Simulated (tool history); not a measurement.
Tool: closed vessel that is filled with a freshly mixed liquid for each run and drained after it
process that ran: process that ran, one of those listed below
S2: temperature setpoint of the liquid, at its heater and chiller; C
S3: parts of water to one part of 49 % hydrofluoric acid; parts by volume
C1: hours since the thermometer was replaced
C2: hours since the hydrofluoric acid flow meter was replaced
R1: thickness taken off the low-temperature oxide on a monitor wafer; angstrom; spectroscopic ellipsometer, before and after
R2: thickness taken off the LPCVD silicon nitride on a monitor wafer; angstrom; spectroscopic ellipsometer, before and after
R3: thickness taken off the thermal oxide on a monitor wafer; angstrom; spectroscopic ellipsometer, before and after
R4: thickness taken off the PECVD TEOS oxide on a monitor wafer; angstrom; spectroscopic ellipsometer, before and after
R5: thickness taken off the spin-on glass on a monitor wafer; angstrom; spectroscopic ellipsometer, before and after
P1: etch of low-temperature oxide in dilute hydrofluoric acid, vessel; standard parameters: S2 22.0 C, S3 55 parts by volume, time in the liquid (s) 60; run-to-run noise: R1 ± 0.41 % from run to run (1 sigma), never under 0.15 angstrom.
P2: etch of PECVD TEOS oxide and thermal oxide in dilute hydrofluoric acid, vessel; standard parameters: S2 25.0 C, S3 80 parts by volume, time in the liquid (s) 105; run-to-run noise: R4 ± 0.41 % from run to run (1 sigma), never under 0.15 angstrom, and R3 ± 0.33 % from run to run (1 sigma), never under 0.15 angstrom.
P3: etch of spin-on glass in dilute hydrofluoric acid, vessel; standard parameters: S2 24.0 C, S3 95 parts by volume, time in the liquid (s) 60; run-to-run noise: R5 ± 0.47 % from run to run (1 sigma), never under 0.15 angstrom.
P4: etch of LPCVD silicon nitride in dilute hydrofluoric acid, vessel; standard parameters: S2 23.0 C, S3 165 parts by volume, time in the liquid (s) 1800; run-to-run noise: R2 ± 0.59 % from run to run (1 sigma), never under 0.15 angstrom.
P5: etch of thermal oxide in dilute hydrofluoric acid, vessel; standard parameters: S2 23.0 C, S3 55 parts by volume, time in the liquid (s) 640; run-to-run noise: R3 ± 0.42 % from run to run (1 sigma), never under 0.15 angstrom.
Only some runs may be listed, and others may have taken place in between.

{"run": 1, "hour": 11.1, "process that ran": "P1", "S2": 22.0, "S3": 55, "time in the liquid (s)": 60, "C1": 639.6, "C2": 236.4, "R1": 113.24}
{"run": 2, "hour": 23.6, "process that ran": "P4", "S2": 17.0, "S3": 165, "time in the liquid (s)": 1800, "C1": 652.1, "C2": 248.9, "R2": 32.806}
{"run": 3, "hour": 30.6, "process that ran": "P1", "S2": 22.0, "S3": 55, "time in the liquid (s)": 60, "C1": 659.1, "C2": 255.9, "R1": 113.4}
{"run": 4, "hour": 43.9, "process that ran": "P1", "S2": 29.0, "S3": 20, "time in the liquid (s)": 60, "C1": 672.4, "C2": 269.2, "R1": 435.84}
{"run": 5, "hour": 53.8, "process that ran": "P5", "S2": 23.0, "S3": 55, "time in the liquid (s)": 640, "C1": 682.3, "C2": 279.1, "R3": 553.29}
{"run": 6, "hour": 61.9, "process that ran": "P2", "S2": 25.0, "S3": 80, "time in the liquid (s)": 105, "C1": 690.4, "C2": 287.2, "R3": 67.766, "R4": 179.7}
{"run": 7, "hour": 72.7, "process that ran": "P4", "S2": 23.0, "S3": 165, "time in the liquid (s)": 2775, "C1": 701.2, "C2": 298.0, "R2": 74.544}
{"hour": 81.6, "done": "thermometer replaced"}
{"run": 8, "hour": 85.9, "process that ran": "P2", "S2": 20.0, "S3": 80, "time in the liquid (s)": 105, "C1": 4.3, "C2": 311.2, "R3": 54.911, "R4": 147.11}
{"run": 9, "hour": 94.6, "process that ran": "P1", "S2": 22.0, "S3": 55, "time in the liquid (s)": 60, "C1": 13.0, "C2": 319.9, "R1": 113.19}
{"run": 10, "hour": 105.8, "process that ran": "P3", "S2": 24.0, "S3": 95, "time in the liquid (s)": 90, "C1": 24.2, "C2": 331.1, "R5": 276.0}
{"run": 11, "hour": 119.9, "process that ran": "P5", "S2": 17.0, "S3": 55, "time in the liquid (s)": 640, "C1": 38.3, "C2": 345.2, "R3": 426.74}
{"run": 12, "hour": 130.8, "process that ran": "P1", "S2": 22.0, "S3": 55, "time in the liquid (s)": 60, "C1": 49.2, "C2": 356.1, "R1": 113.03}
{"run": 13, "hour": 144.7, "process that ran": "P1", "S2": 22.0, "S3": 55, "time in the liquid (s)": 60, "C1": 63.1, "C2": 370.0, "R1": 112.76}
{"run": 14, "hour": 159.1, "process that ran": "P5", "S2": 23.0, "S3": 55, "time in the liquid (s)": 105, "C1": 77.5, "C2": 384.4, "R3": 91.035}
{"run": 15, "hour": 167.7, "process that ran": "P1", "S2": 22.0, "S3": 85, "time in the liquid (s)": 60, "C1": 86.1, "C2": 393.0, "R1": 70.856}
{"run": 16, "hour": 176.0, "process that ran": "P5", "S2": 23.0, "S3": 55, "time in the liquid (s)": 640, "C1": 94.4, "C2": 401.3, "R3": 558.59}
{"run": 17, "hour": 183.8, "process that ran": "P4", "S2": 23.0, "S3": 165, "time in the liquid (s)": 1800, "C1": 102.2, "C2": 409.1, "R2": 47.959}
{"run": 18, "hour": 193.7, "process that ran": "P2", "S2": 25.0, "S3": 80, "time in the liquid (s)": 105, "C1": 112.1, "C2": 419.0, "R3": 67.282, "R4": 178.74}
{"run": 19, "hour": 202.1, "process that ran": "P1", "S2": 27.5, "S3": 55, "time in the liquid (s)": 30, "C1": 120.5, "C2": 427.4, "R1": 70.688}
{"run": 20, "hour": 211.3, "process that ran": "P3", "S2": 24.0, "S3": 95, "time in the liquid (s)": 60, "C1": 129.7, "C2": 436.6, "R5": 186.08}
{"run": 21, "hour": 218.7, "process that ran": "P2", "S2": 25.0, "S3": 125, "time in the liquid (s)": 105, "C1": 137.1, "C2": 444.0, "R3": 40.686, "R4": 108.87}
{"run": 22, "hour": 226.0, "process that ran": "P1", "S2": 22.0, "S3": 20, "time in the liquid (s)": 60, "C1": 144.4, "C2": 451.3, "R1": 323.86}
{"run": 23, "hour": 233.0, "process that ran": "P1", "S2": 22.0, "S3": 55, "time in the liquid (s)": 35, "C1": 151.4, "C2": 458.3, "R1": 65.374}
{"run": 24, "hour": 243.1, "process that ran": "P1", "S2": 22.0, "S3": 55, "time in the liquid (s)": 60, "C1": 161.5, "C2": 468.4, "R1": 112.11}
{"run": 25, "hour": 255.7, "process that ran": "P4", "S2": 23.0, "S3": 280, "time in the liquid (s)": 1800, "C1": 174.1, "C2": 481.0, "R2": 28.486}
{"run": 26, "hour": 262.3, "process that ran": "P1", "S2": 26.0, "S3": 55, "time in the liquid (s)": 60, "C1": 180.7, "C2": 487.6, "R1": 133.75}
{"run": 27, "hour": 275.0, "process that ran": "P1", "S2": 17.0, "S3": 25, "time in the liquid (s)": 60, "C1": 193.4, "C2": 500.3, "R1": 207.64}
{"run": 28, "hour": 285.8, "process that ran": "P2", "S2": 25.0, "S3": 80, "time in the liquid (s)": 200, "C1": 204.2, "C2": 511.1, "R3": 128.88, "R4": 344.15}
{"run": 29, "hour": 292.9, "process that ran": "P1", "S2": 17.0, "S3": 55, "time in the liquid (s)": 60, "C1": 211.3, "C2": 518.2, "R1": 91.733}
{"run": 30, "hour": 302.2, "process that ran": "P1", "S2": 22.0, "S3": 55, "time in the liquid (s)": 105, "C1": 220.6, "C2": 527.5, "R1": 198.39}
{"run": 31, "hour": 315.9, "process that ran": "P3", "S2": 20.0, "S3": 95, "time in the liquid (s)": 60, "C1": 234.3, "C2": 541.2, "R5": 156.57}
{"run": 32, "hour": 328.0, "process that ran": "P5", "S2": 23.0, "S3": 20, "time in the liquid (s)": 640, "C1": 246.4, "C2": 553.3, "R3": 1598.9}
{"run": 33, "hour": 339.9, "process that ran": "P3", "S2": 24.0, "S3": 95, "time in the liquid (s)": 60, "C1": 258.3, "C2": 565.2, "R5": 185.08}
{"run": 34, "hour": 346.9, "process that ran": "P3", "S2": 24.0, "S3": 160, "time in the liquid (s)": 60, "C1": 265.3, "C2": 572.2, "R5": 101.39}
{"run": 35, "hour": 357.1, "process that ran": "P1", "S2": 22.0, "S3": 55, "time in the liquid (s)": 60, "C1": 275.5, "C2": 582.4, "R1": 112.72}
{"run": 36, "hour": 365.0, "process that ran": "P1", "S2": 22.0, "S3": 55, "time in the liquid (s)": 60, "C1": 283.4, "C2": 590.3, "R1": 110.63}
{"run": 37, "hour": 377.4, "process that ran": "P1", "S2": 22.0, "S3": 55, "time in the liquid (s)": 60, "C1": 295.8, "C2": 602.7, "R1": 106.57}
{"run": 38, "hour": 387.1, "process that ran": "P1", "S2": 22.0, "S3": 55, "time in the liquid (s)": 60, "C1": 305.5, "C2": 612.4, "R1": 105.26}
{"run": 39, "hour": 401.3, "process that ran": "P1", "S2": 22.0, "S3": 55, "time in the liquid (s)": 60, "C1": 319.7, "C2": 626.6, "R1": 103.92}
{"run": 40, "hour": 410.0, "process that ran": "P1", "S2": 22.0, "S3": 55, "time in the liquid (s)": 60, "C1": 328.4, "C2": 635.3, "R1": 102.99}
{"run": 41, "hour": 418.7, "process that ran": "P1", "S2": 22.0, "S3": 55, "time in the liquid (s)": 60, "C1": 337.1, "C2": 644.0, "R1": 103.68}
{"run": 42, "hour": 426.8, "process that ran": "P1", "S2": 22.0, "S3": 55, "time in the liquid (s)": 60, "C1": 345.2, "C2": 652.1, "R1": 101.73}
{"run": 43, "hour": 437.1, "process that ran": "P1", "S2": 22.0, "S3": 55, "time in the liquid (s)": 60, "C1": 355.5, "C2": 662.4, "R1": 102.82}
{"run": 44, "hour": 451.6, "process that ran": "P1", "S2": 22.0, "S3": 55, "time in the liquid (s)": 60, "C1": 370.0, "C2": 676.9, "R1": 101.72}

The output of P1 has drifted from where it used to be. Each of the 2 causes below, taken at the size shown beside it, accounts for the log equally well:
A: liquid colder than its thermometer reads (K) = 2.35
B: hydrofluoric acid flow below the setpoint (%) = 8.8
The gradual shift began around hour 357.1.

Each of the 4 check runs below uses one wafer; its results are left as question marks. Which run tells the causes apart?
{"run": "check 1", "hour": 466.1, "process that ran": "P3", "S2": 24.0, "S3": 95, "time in the liquid (s)": 60, "R5": "?"}
{"run": "check 2", "hour": 466.1, "process that ran": "P5", "S2": 23.0, "S3": 55, "time in the liquid (s)": 640, "R3": "?"}
{"run": "check 3", "hour": 466.1, "process that ran": "P4", "S2": 23.0, "S3": 165, "time in the liquid (s)": 1800, "R2": "?"}
{"run": "check 4", "hour": 466.1, "process that ran": "P2", "S2": 25.0, "S3": 80, "time in the liquid (s)": 105, "R3": "?", "R4": "?"}

What each check would give under each cause:
check=check_1 result=R5 if_A=167.91 if_B=166.41
check=check_2 result=R3 if_A=501.670 if_B=501.200
check=check_3 result=R2 if_A=41.293 if_B=43.972
check=check_4 result=R3 if_A=61.345 if_B=60.890
check=check_4 result=R4 if_A=164.30 if_B=163.08
Separation of the two closest causes in each check, using whichever result separates them best: check 1 0.9 %; check 2 0.09 %; check 3 6.29 %; check 4 0.74 %
Check 3 distinguishes between the causes, while the remaining checks would return nearly the same result for all of them.

After running check 3, the following was obtained: R2 44.418 angstrom. Which cause does this point to?

Of the candidate causes, it is B: hydrofluoric acid flow below the setpoint (%).
